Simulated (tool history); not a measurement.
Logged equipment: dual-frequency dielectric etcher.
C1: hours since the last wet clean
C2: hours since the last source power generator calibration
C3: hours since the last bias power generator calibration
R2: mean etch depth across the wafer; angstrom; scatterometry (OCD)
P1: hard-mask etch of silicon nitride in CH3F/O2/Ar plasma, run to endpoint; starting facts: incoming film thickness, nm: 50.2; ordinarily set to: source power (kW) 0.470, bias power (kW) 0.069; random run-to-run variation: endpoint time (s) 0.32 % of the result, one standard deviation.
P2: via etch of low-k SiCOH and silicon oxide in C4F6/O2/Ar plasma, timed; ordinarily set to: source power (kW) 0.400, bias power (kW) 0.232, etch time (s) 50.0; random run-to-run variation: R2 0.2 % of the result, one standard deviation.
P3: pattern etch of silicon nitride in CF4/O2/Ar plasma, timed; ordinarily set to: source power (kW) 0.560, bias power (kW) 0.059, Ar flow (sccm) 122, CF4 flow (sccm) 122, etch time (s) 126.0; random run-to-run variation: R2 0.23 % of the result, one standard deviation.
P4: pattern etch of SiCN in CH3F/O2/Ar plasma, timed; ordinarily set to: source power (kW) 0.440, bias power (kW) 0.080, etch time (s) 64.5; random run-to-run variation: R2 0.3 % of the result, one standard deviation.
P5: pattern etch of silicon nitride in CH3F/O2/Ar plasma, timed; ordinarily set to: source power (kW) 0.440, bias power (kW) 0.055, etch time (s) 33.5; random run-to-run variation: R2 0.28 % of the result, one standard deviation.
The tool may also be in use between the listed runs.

run 1 hour=4.5 | process_that_ran=P1 source_power_(kW)=0.470 bias_power_(kW)=0.069 | C1=338.8 C2=2137.7 C3=443.3 | endpoint_time_(s)=68.906
run 2 hour=9.9 | process_that_ran=P5 source_power_(kW)=0.600 bias_power_(kW)=0.055 etch_time_(s)=33.5 | C1=344.2 C2=2143.1 C3=448.7 | R2=240.15
run 3 hour=17.8 | process_that_ran=P3 source_power_(kW)=0.560 bias_power_(kW)=0.035 etch_time_(s)=126.0 Ar_flow_(sccm)=122 CF4_flow_(sccm)=122 | C1=352.1 C2=2151.0 C3=456.6 | R2=2343.90
run 4 hour=24.9 | process_that_ran=P1 source_power_(kW)=0.470 bias_power_(kW)=0.069 | C1=359.2 C2=2158.1 C3=463.7 | endpoint_time_(s)=68.699
run 5 hour=30.0 | process_that_ran=P5 source_power_(kW)=0.440 bias_power_(kW)=0.055 etch_time_(s)=33.5 | C1=364.3 C2=2163.2 C3=468.8 | R2=212.82
run 6 hour=39.1 | process_that_ran=P1 source_power_(kW)=0.280 bias_power_(kW)=0.069 | C1=373.4 C2=2172.3 C3=477.9 | endpoint_time_(s)=83.992
run 7 hour=48.5 | process_that_ran=P3 source_power_(kW)=0.560 bias_power_(kW)=0.059 etch_time_(s)=126.0 Ar_flow_(sccm)=79 CF4_flow_(sccm)=122 | C1=382.8 C2=2181.7 C3=487.3 | R2=2963.30
run 8 hour=57.7 | process_that_ran=P3 source_power_(kW)=0.560 bias_power_(kW)=0.059 etch_time_(s)=163.0 Ar_flow_(sccm)=122 CF4_flow_(sccm)=122 | C1=392.0 C2=2190.9 C3=496.5 | R2=3686.50
run 9 hour=64.1 | process_that_ran=P2 source_power_(kW)=0.400 bias_power_(kW)=0.138 etch_time_(s)=50.0 | C1=398.4 C2=2197.3 C3=502.9 | R2=1193.50
run 10 hour=69.0 | process_that_ran=P1 source_power_(kW)=0.470 bias_power_(kW)=0.091 | C1=403.3 C2=2202.2 C3=507.8 | endpoint_time_(s)=62.618
run 11 hour=78.7 | process_that_ran=P5 source_power_(kW)=0.440 bias_power_(kW)=0.055 etch_time_(s)=33.5 | C1=413.0 C2=2211.9 C3=517.5 | R2=212.44
run 12 hour=84.6 | process_that_ran=P1 source_power_(kW)=0.470 bias_power_(kW)=0.048 | C1=418.9 C2=2217.8 C3=523.4 | endpoint_time_(s)=77.488
run 13 hour=90.3 | process_that_ran=P1 source_power_(kW)=0.600 bias_power_(kW)=0.069 | C1=424.6 C2=2223.5 C3=529.1 | endpoint_time_(s)=62.762
run 14 hour=98.5 | process_that_ran=P2 source_power_(kW)=0.400 bias_power_(kW)=0.232 etch_time_(s)=50.0 | C1=432.8 C2=2231.7 C3=537.3 | R2=1403.10
run 15 hour=107.6 | process_that_ran=P2 source_power_(kW)=0.500 bias_power_(kW)=0.232 etch_time_(s)=50.0 | C1=441.9 C2=2240.8 C3=546.4 | R2=1531.80
run 16 hour=111.9 | process_that_ran=P3 source_power_(kW)=0.560 bias_power_(kW)=0.059 etch_time_(s)=126.0 Ar_flow_(sccm)=122 CF4_flow_(sccm)=122 | C1=446.2 C2=2245.1 C3=550.7 | R2=2856.00
run 17 hour=121.2 | process_that_ran=P2 source_power_(kW)=0.400 bias_power_(kW)=0.232 etch_time_(s)=50.0 | C1=455.5 C2=2254.4 C3=560.0 | R2=1413.00
run 18 hour=127.3 | process_that_ran=P5 source_power_(kW)=0.440 bias_power_(kW)=0.055 etch_time_(s)=24.0 | C1=461.6 C2=2260.5 C3=566.1 | R2=153.15
run 19 hour=133.3 | process_that_ran=P5 source_power_(kW)=0.440 bias_power_(kW)=0.035 etch_time_(s)=33.5 | C1=467.6 C2=2266.5 C3=572.1 | R2=185.85
run 20 hour=139.1 | process_that_ran=P1 source_power_(kW)=0.470 bias_power_(kW)=0.069 | C1=473.4 C2=2272.3 C3=577.9 | endpoint_time_(s)=68.387
run 21 hour=146.3 | process_that_ran=P1 source_power_(kW)=0.630 bias_power_(kW)=0.042 | C1=480.6 C2=2279.5 C3=585.1 | endpoint_time_(s)=71.775
run 22 hour=153.5 | process_that_ran=P4 source_power_(kW)=0.550 bias_power_(kW)=0.080 etch_time_(s)=64.5 | C1=487.8 C2=2286.7 C3=592.3 | R2=274.21
run 23 hour=161.7 | process_that_ran=P4 source_power_(kW)=0.440 bias_power_(kW)=0.080 etch_time_(s)=78.5 | C1=496.0 C2=2294.9 C3=600.5 | R2=307.00
run 24 hour=171.5 | process_that_ran=P1 source_power_(kW)=0.470 bias_power_(kW)=0.069 | C1=505.8 C2=2304.7 C3=610.3 | endpoint_time_(s)=68.702

Estimate the outcome of run 25 from the log above:
run 25 hour=181.0 | process_that_ran=P1 source_power_(kW)=0.470 bias_power_(kW)=0.069 | C1=515.3 C2=2314.2 C3=619.8 | endpoint_time_(s)=?

endpoint time (s): 68.824
